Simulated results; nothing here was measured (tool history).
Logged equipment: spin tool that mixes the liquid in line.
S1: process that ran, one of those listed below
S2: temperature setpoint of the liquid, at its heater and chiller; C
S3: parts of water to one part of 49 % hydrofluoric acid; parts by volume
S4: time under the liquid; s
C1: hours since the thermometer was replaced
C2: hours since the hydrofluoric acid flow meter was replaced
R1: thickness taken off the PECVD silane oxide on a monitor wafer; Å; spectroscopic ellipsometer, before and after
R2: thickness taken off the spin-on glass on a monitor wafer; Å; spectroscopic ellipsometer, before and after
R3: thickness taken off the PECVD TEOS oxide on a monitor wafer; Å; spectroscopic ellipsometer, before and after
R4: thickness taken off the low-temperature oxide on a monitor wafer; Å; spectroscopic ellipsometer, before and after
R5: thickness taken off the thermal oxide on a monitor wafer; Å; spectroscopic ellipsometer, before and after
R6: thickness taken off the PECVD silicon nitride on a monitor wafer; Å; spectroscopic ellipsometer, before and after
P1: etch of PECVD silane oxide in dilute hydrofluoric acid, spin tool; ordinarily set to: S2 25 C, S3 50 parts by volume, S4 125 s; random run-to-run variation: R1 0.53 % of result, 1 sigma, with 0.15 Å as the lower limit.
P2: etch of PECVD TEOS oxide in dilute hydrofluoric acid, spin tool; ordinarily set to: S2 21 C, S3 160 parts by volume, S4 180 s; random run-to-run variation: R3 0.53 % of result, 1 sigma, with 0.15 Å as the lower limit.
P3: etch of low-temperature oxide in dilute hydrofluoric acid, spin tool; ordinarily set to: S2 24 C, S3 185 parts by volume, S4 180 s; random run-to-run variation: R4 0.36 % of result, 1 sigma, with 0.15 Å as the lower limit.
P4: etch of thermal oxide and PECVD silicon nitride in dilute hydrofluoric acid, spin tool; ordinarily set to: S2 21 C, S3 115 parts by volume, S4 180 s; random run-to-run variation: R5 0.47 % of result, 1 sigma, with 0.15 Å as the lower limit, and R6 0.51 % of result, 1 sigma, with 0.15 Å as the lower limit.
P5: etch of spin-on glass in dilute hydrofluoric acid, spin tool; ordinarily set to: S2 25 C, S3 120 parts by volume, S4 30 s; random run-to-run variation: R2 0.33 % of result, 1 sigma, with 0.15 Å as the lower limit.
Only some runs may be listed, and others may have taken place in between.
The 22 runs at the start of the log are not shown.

{"run": 23, "hour": 282.6, "S1": "P1", "S2": 25, "S3": 30, "S4": 125, "C1": 973.6, "C2": 959.9, "R1": 1007.7}
{"run": 24, "hour": 297.2, "S1": "P3", "S2": 24, "S3": 185, "S4": 345, "C1": 988.2, "C2": 974.5, "R4": 494.97}
{"run": 25, "hour": 312.0, "S1": "P2", "S2": 21, "S3": 55, "S4": 180, "C1": 1003, "C2": 989.3, "R3": 296.55}
{"run": 26, "hour": 321.4, "S1": "P1", "S2": 20, "S3": 50, "S4": 125, "C1": 1012.4, "C2": 998.7, "R1": 481.64}
{"run": 27, "hour": 329.3, "S1": "P4", "S2": 21, "S3": 35, "S4": 180, "C1": 1020.3, "C2": 1006.6, "R5": 237.14, "R6": 147.91}
{"run": 28, "hour": 342.7, "S1": "P5", "S2": 25, "S3": 215, "S4": 30, "C1": 1033.7, "C2": 1020, "R2": 58.287}
{"run": 29, "hour": 352.8, "S1": "P1", "S2": 31, "S3": 50, "S4": 125, "C1": 1043.8, "C2": 1030.1, "R1": 758.44}
{"run": 30, "hour": 360.1, "S1": "P4", "S2": 21, "S3": 115, "S4": 285, "C1": 1051.1, "C2": 1037.4, "R5": 104.37, "R6": 72.759}
{"run": 31, "hour": 373.4, "S1": "P1", "S2": 25, "S3": 50, "S4": 125, "C1": 1064.4, "C2": 1050.7, "R1": 591.01}
{"run": 32, "hour": 390.3, "S1": "P1", "S2": 25, "S3": 50, "S4": 125, "C1": 1081.3, "C2": 1067.6, "R1": 609.92}
{"run": 33, "hour": 399.2, "S1": "P1", "S2": 25, "S3": 50, "S4": 125, "C1": 1090.2, "C2": 1076.5, "R1": 616.38}

Run 34, settings as shown, results not yet in. Your forecast:
{"run": 34, "hour": 412.7, "S1": "P1", "S2": 25, "S3": 50, "S4": 125, "C1": 1103.7, "C2": 1090, "R1": "?"}

{"run 34": {"R1": 616.13}}
